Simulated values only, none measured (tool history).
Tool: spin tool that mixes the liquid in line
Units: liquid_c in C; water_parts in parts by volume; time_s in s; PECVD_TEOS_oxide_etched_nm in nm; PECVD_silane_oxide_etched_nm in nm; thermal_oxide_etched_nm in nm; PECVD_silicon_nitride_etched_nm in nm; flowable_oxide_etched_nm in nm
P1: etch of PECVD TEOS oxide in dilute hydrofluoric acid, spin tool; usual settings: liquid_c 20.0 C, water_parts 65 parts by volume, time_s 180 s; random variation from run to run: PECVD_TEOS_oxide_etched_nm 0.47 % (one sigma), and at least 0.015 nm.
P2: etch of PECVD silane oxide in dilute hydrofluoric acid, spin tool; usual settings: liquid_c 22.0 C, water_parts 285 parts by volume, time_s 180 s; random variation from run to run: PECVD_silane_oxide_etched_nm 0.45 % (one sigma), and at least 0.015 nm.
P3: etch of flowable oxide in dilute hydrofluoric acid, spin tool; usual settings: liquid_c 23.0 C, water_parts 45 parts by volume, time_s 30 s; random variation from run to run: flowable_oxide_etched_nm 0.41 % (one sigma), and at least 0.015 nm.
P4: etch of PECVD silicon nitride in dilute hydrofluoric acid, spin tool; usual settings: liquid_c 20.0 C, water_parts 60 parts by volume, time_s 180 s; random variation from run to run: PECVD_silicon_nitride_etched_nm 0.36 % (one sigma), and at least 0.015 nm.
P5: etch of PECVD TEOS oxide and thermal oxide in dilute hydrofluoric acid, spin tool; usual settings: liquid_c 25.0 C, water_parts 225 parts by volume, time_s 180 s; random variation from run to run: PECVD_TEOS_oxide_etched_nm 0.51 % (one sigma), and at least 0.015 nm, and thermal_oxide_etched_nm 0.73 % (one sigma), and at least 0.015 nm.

run	hour	process	liquid_c	water_parts	time_s	hours since the thermometer was replaced	hours since the hydrofluoric acid flow meter was replaced	PECVD_TEOS_oxide_etched_nm	PECVD_silane_oxide_etched_nm	thermal_oxide_etched_nm	PECVD_silicon_nitride_etched_nm	flowable_oxide_etched_nm
1	3.0	P1	20.0	65	180	455.3	657.8	37.1420				
2	6.6	P2	22.0	90	180	458.9	661.4		27.1730			
3	10.2	P1	26.0	65	295	462.5	665.0	78.7280				
4	13.4	P1	20.0	65	180	465.7	668.2	37.1030				
5	15.9	P5	25.0	225	325	468.2	670.7	18.6140		6.1783		
6	19.6	P4	20.0	60	180	471.9	674.4				7.1920	
7	22.0	P2	22.0	285	30	474.3	676.8		1.1857			
8	25.4	P2	17.0	285	180	477.7	680.2		5.7829			
9	30.1	P3	23.0	45	30	482.4	684.9					38.173
10	33.2	P1	20.0	40	180	485.5	688.0	62.3440				
11	36.4	P4	27.5	60	180	488.7	691.2				12.0480	
12	40.8	P1	25.5	65	180	493.1	695.6	46.5400				
13	43.3	P3	23.0	45	30	495.6	698.1					38.139
14	47.0	P3	23.0	65	30	499.3	701.8					25.812
15	52.0	P3	18.5	45	30	504.3	706.8					31.585
16	56.1	P4	20.0	60	310	508.4	710.9				12.4490	
17	60.2	P1	20.0	65	180	512.5	715.0	37.2970				
18	63.5	P1	20.0	110	85	515.8	718.3	9.9179				
19	66.3	P4	20.0	20	180	518.6	721.1				20.7270	
20	70.5	P3	23.0	45	55	522.8	725.3					70.111
21	73.6	P5	25.0	225	180	525.9	728.4	10.3290		3.4017		
22	78.3	P1	20.0	65	180	530.6	733.1	37.1530				
23	82.9	P1	20.0	65	75	535.2	737.7	15.5800				
24	86.0	P5	17.0	225	180	538.3	740.8	7.5774		2.5112		
25	88.4	P1	20.0	95	180	540.7	743.2	24.6780				
26	91.0	P4	20.0	60	180	543.3	745.8				7.1962	
27	93.3	P1	17.0	65	180	545.6	748.1	32.5600				
28	98.2	P1	20.0	65	335	550.5	753.0	68.8920				
29	101.0	P1	20.0	65	180	553.3	755.8	37.4600				
30	105.7	P2	22.0	285	180	558.0	760.5		6.9728			
31	109.1	P1	27.0	95	180	561.4	763.9	32.4700				
32	112.5	P5	25.0	75	180	564.8	767.3	37.2070		12.2570		
33	116.7	P1	20.0	65	180	569.0	771.5	37.2170				
34	119.6	P1	20.0	65	180	571.9	774.4	36.8550				
35	122.8	P1	20.0	65	180	575.1	777.6	35.8220				
36	127.6	P1	20.0	65	180	579.9	782.4	35.1890				
37	131.0	P1	20.0	65	180	583.3	785.8	35.0410				
38	134.7	P1	20.0	65	180	587.0	789.5	34.9790				
39	137.9	P1	20.0	65	180	590.2	792.7	34.7940				
40	140.2	P1	20.0	65	180	592.5	795.0	34.4850				
41	143.9	P1	20.0	65	180	596.2	798.7	34.4920				
42	147.6	P1	20.0	65	180	599.9	802.4	34.2280				
43	151.0	P1	20.0	65	180	603.3	805.8	34.2130				
44	153.8	P1	20.0	65	180	606.1	808.6	34.1130				

What P1 gives has crept away from where it was. These 2 causes fit the log equally well, each at the size given:
A: hydrofluoric acid flow below the setpoint (%) = 7.23
B: liquid colder than its thermometer reads (K) = 1.92
The creep began at about hour 116.7.

4 check runs are offered, one wafer each, their results left as question marks. Which one tells the causes apart?
check 1	156.6	P4	20.0	25	180						?	
check 2	156.6	P3	23.0	45	45							?
check 3	156.6	P5	17.0	75	180			?		?		
check 4	156.6	P2	22.0	185	50				?			

What each check would give under each cause:
check	result	if A	if B
check 1	PECVD_silicon_nitride_etched_nm	15.6720	14.7020
check 2	flowable_oxide_etched_nm	53.015	52.968
check 3	PECVD_TEOS_oxide_etched_nm	24.4610	24.4250
check 3	thermal_oxide_etched_nm	8.1076	8.0956
check 4	PECVD_silane_oxide_etched_nm	3.0137	3.0624
How far apart the two closest causes lie, in the result that separates them most: check 1 6.39 %; check 2 0.09 %; check 3 0.15 %; check 4 1.6 %
Only check 1 tells the causes apart: in the others they would give nearly the same result.

Check 1 was then run and gave: PECVD_silicon_nitride_etched_nm 15.7440 nm. Which cause is it?

It is A: hydrofluoric acid flow below the setpoint (%).
